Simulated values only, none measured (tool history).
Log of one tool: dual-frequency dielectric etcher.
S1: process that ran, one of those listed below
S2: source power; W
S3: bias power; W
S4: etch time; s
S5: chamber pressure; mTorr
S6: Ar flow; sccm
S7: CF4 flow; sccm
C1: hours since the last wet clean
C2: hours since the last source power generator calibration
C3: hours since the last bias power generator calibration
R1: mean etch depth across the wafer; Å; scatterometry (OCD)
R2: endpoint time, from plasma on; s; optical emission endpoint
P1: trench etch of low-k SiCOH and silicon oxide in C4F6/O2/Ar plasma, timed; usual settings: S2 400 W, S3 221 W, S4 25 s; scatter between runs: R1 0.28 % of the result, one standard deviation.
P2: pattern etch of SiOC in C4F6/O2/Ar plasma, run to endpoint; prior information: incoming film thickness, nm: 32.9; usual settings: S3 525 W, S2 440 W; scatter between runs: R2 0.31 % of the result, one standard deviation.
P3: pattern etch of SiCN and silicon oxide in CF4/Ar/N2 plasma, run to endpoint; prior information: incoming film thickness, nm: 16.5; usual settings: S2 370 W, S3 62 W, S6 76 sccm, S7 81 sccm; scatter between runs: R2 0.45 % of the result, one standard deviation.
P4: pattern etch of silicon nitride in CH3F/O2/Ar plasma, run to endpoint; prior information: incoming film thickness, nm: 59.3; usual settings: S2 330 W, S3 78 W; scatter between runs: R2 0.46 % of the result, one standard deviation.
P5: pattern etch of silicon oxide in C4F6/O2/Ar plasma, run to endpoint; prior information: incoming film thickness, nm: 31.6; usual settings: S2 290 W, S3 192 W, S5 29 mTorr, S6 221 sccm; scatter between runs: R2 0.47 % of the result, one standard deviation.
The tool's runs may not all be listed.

| run | hour | S1 | S2 | S3 | S4 | S5 | S6 | S7 | C1 | C2 | C3 | R1 | R2 |
|---|---|---|---|---|---|---|---|---|---|---|---|---|---|
| 1 | 2.7 | P1 | 400 | 221 | 25 |  |  |  | 176.4 | 787.9 | 405.8 | 810.02 |  |
| 2 | 5.9 | P1 | 400 | 221 | 25 |  |  |  | 179.6 | 791.1 | 409 | 808.64 |  |
| 3 | 9 | P2 | 440 | 525 |  |  |  |  | 182.7 | 794.2 | 412.1 |  | 10.445 |
| 4 | 13.2 | P4 | 330 | 78 |  |  |  |  | 186.9 | 798.4 | 416.3 |  | 90.579 |
| 5 | 16.8 | P2 | 440 | 365 |  |  |  |  | 190.5 | 802 | 419.9 |  | 11.935 |
| 6 | 20.9 | P5 | 290 | 192 |  | 29 | 221 |  | 194.6 | 806.1 | 424 |  | 11.048 |
| 7 | 23 | P1 | 400 | 221 | 25 |  |  |  | 196.7 | 808.2 | 426.1 | 811.55 |  |
| 8 | 25.4 | P1 | 560 | 221 | 25 |  |  |  | 199.1 | 810.6 | 428.5 | 922.37 |  |
| 9 | 28.7 | P5 | 290 | 192 |  | 29 | 141 |  | 202.4 | 813.9 | 431.8 |  | 10.623 |
| 10 | 32 | P1 | 400 | 282 | 25 |  |  |  | 205.7 | 817.2 | 435.1 | 878.4 |  |
| 11 | 35.9 | P1 | 400 | 221 | 25 |  |  |  | 209.6 | 821.1 | 439 | 811.23 |  |
| 12 | 39.4 | P5 | 220 | 192 |  | 29 | 221 |  | 213.1 | 824.6 | 442.5 |  | 12.357 |
| 13 | 41.9 | P3 | 370 | 62 |  |  | 76 | 56 | 215.6 | 827.1 | 445 |  | 23.844 |
| 14 | 44.7 | P5 | 290 | 192 |  | 37 | 221 |  | 218.4 | 829.9 | 447.8 |  | 11.363 |
| 15 | 48.3 | P2 | 570 | 525 |  |  |  |  | 222 | 833.5 | 451.4 |  | 9.529 |
| 16 | 50.2 | P1 | 290 | 221 | 25 |  |  |  | 223.9 | 835.4 | 453.3 | 713.14 |  |
| 17 | 53.9 | P1 | 400 | 221 | 25 |  |  |  | 227.6 | 839.1 | 457 | 814.96 |  |
| 18 | 56.6 | P3 | 370 | 62 |  |  | 57 | 81 | 230.3 | 841.8 | 459.7 |  | 21.8 |
| 19 | 60.9 | P1 | 400 | 221 | 33 |  |  |  | 234.6 | 846.1 | 464 | 1071.7 |  |
| 20 | 64.8 | P3 | 370 | 39 |  |  | 76 | 81 | 238.5 | 850 | 467.9 |  | 25.818 |
| 21 | 68.8 | P1 | 400 | 221 | 25 |  |  |  | 242.5 | 854 | 471.9 | 812.01 |  |
| 22 | 71 | P4 | 330 | 49 |  |  |  |  | 244.7 | 856.2 | 474.1 |  | 106.39 |
| 23 | 73 | P5 | 290 | 192 |  | 29 | 221 |  | 246.7 | 858.2 | 476.1 |  | 11.074 |
| 24 | 76.7 | P5 | 290 | 254 |  | 29 | 221 |  | 250.4 | 861.9 | 479.8 |  | 10.16 |
| 25 | 78.7 | P1 | 400 | 163 | 35 |  |  |  | 252.4 | 863.9 | 481.8 | 1030.2 |  |
| 26 | 82.8 | P1 | 400 | 221 | 16.5 |  |  |  | 256.5 | 868 | 485.9 | 534.28 |  |
| 27 | 86.9 | P4 | 450 | 78 |  |  |  |  | 260.6 | 872.1 | 490 |  | 80.86 |
| 28 | 89 | P2 | 440 | 525 |  |  |  |  | 262.7 | 874.2 | 492.1 |  | 10.5 |
| 29 | 93 | P1 | 490 | 221 | 16 |  |  |  | 266.7 | 878.2 | 496.1 | 564.8 |  |
| 30 | 97 | P1 | 400 | 155 | 25 |  |  |  | 270.7 | 882.2 | 500.1 | 722.67 |  |
| 31 | 99.6 | P3 | 370 | 62 |  |  | 76 | 81 | 273.3 | 884.8 | 502.7 |  | 22.506 |
| 32 | 101.9 | P3 | 260 | 62 |  |  | 76 | 81 | 275.6 | 887.1 | 505 |  | 31.006 |
| 33 | 105.7 | P1 | 400 | 221 | 25 |  |  |  | 279.4 | 890.9 | 508.8 | 813.22 |  |
| 34 | 108.4 | P1 | 400 | 221 | 25 |  |  |  | 282.1 | 893.6 | 511.5 | 808.06 |  |
| 35 | 110.9 | P1 | 400 | 221 | 25 |  |  |  | 284.6 | 896.1 | 514 | 803.8 |  |
| 36 | 114.8 | P1 | 400 | 221 | 25 |  |  |  | 288.5 | 900 | 517.9 | 801.84 |  |
|  | 115.2 | wet clean of the chamber |
| 37 | 118.1 | P1 | 400 | 221 | 25 |  |  |  | 3 | 903.3 | 521.2 | 798.77 |  |
| 38 | 121.6 | P1 | 400 | 221 | 25 |  |  |  | 6.5 | 906.8 | 524.7 | 799.14 |  |
| 39 | 125.1 | P1 | 400 | 221 | 25 |  |  |  | 10 | 910.3 | 528.2 | 800.96 |  |
| 40 | 127.1 | P1 | 400 | 221 | 25 |  |  |  | 12 | 912.3 | 530.2 | 798.52 |  |
| 41 | 130.6 | P1 | 400 | 221 | 25 |  |  |  | 15.5 | 915.8 | 533.7 | 802.37 |  |

The log shows P1 creeping away from where it was. Any of the 2 causes listed here, at the size stated for it, fits the log just as well as the others:
A: bias power that arrives under what is set, % = 4.18
B: source power that arrives under what is set, % = 3.57
The gradual shift began around hour 105.7.
Ruled out, with reasons:
chamber walls in a state that lowers the etch rate, %: serviced at hour 115.2, after the drift had started, without restoring the earlier output

The list below offers 4 check runs, each averaging the results of 3 wafers, and shows each result as a question mark. For which of them would the listed causes give clearly different results?
| check 1 | 134.1 | P3 | 370 | 41 |  |  | 76 | 63 |  |  |  |  | ? |
| check 2 | 134.1 | P2 | 550 | 525 |  |  |  |  |  |  |  |  | ? |
| check 3 | 134.1 | P4 | 450 | 55 |  |  |  |  |  |  |  |  | ? |
| check 4 | 134.1 | P5 | 240 | 241 |  | 29 | 221 |  |  |  |  |  | ? |

If the cause were each of the candidates in turn, the checks would give the following:
| check | result | if A | if B |
|---|---|---|---|
| check 1 | R2 | 26.851 | 27.403 |
| check 2 | R2 | 9.7986 | 9.776 |
| check 3 | R2 | 91.748 | 91.803 |
| check 4 | R2 | 11.236 | 11.226 |
Gap, in per cent, between the two causes that each check separates least, read from the result that separates them most: check 1 2.03 %; check 2 0.23 %; check 3 0.06 %; check 4 0.1 %
Of the check runs offered, only check 1 discriminates between the causes; the rest would read about the same regardless of which cause applies.

Here is what check 1 returned: R2 26.835 s. Which cause is it?

Of the candidate causes, it is A: bias power that arrives under what is set, %.

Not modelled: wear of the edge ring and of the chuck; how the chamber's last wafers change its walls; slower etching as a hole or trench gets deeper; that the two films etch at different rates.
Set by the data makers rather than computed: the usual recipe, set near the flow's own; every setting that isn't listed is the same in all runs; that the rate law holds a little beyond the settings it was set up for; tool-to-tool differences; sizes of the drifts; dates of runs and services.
